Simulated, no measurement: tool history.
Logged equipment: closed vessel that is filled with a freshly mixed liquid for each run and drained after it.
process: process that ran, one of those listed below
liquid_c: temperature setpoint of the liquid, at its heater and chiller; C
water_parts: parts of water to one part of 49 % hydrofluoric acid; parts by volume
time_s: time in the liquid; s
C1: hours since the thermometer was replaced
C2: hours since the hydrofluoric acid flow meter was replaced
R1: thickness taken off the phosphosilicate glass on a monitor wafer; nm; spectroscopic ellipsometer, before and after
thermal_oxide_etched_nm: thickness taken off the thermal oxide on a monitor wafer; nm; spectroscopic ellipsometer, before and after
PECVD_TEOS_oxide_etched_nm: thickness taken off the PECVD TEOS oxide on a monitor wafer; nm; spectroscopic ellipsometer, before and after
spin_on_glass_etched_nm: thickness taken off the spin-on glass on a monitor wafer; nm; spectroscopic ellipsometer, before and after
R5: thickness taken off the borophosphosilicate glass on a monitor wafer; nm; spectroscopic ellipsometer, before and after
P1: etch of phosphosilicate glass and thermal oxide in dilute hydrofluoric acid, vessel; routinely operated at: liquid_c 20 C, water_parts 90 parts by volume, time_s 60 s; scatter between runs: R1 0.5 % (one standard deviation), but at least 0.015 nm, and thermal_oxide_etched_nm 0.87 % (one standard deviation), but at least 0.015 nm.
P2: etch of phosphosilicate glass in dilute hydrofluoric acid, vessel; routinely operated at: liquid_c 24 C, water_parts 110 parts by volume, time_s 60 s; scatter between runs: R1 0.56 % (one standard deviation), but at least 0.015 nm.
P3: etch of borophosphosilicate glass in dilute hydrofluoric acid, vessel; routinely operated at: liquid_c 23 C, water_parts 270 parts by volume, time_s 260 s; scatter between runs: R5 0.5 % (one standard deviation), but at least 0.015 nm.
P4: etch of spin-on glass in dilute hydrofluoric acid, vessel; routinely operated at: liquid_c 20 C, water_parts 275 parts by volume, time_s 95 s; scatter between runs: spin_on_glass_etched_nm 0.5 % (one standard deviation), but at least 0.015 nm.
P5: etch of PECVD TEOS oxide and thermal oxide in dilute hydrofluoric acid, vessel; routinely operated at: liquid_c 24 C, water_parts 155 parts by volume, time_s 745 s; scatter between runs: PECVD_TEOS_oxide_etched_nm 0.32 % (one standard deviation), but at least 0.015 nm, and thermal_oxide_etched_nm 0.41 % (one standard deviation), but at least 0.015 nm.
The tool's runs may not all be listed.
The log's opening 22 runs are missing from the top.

run 23 hour=188.2 | process=P2 liquid_c=24 water_parts=110 time_s=120 | C1=1882.9 C2=15.5 | R1=124.53
run 24 hour=198.7 | process=P5 liquid_c=24 water_parts=20 time_s=745 | C1=1893.4 C2=26 | thermal_oxide_etched_nm=190.45 PECVD_TEOS_oxide_etched_nm=507.6
run 25 hour=207.2 | process=P1 liquid_c=20 water_parts=155 time_s=30 | C1=1901.9 C2=34.5 | R1=20.341 thermal_oxide_etched_nm=0.67875
run 26 hour=213.7 | process=P1 liquid_c=20 water_parts=90 time_s=85 | C1=1908.4 C2=41 | R1=105.5 thermal_oxide_etched_nm=3.6005
run 27 hour=224.1 | process=P1 liquid_c=20 water_parts=150 time_s=35 | C1=1918.8 C2=51.4 | R1=24.482 thermal_oxide_etched_nm=0.84816
run 28 hour=232 | process=P3 liquid_c=23 water_parts=270 time_s=120 | C1=1926.7 C2=59.3 | R5=15.587
run 29 hour=238.4 | process=P4 liquid_c=20 water_parts=275 time_s=95 | C1=1933.1 C2=65.7 | spin_on_glass_etched_nm=12.436
run 30 hour=244.8 | process=P5 liquid_c=17 water_parts=155 time_s=745 | C1=1939.5 C2=72.1 | thermal_oxide_etched_nm=15.803 PECVD_TEOS_oxide_etched_nm=42.054
run 31 hour=254 | process=P2 liquid_c=24 water_parts=110 time_s=60 | C1=1948.7 C2=81.3 | R1=61.685
run 32 hour=265.1 | process=P5 liquid_c=24 water_parts=155 time_s=745 | C1=1959.8 C2=92.4 | thermal_oxide_etched_nm=20.756 PECVD_TEOS_oxide_etched_nm=56

Predict the results of run 33:
run 33 hour=275.9 | process=P1 liquid_c=20 water_parts=90 time_s=60 | C1=1970.6 C2=103.2 | R1=? thermal_oxide_etched_nm=?

R1: 74.62 nm
thermal_oxide_etched_nm: 2.608 nm
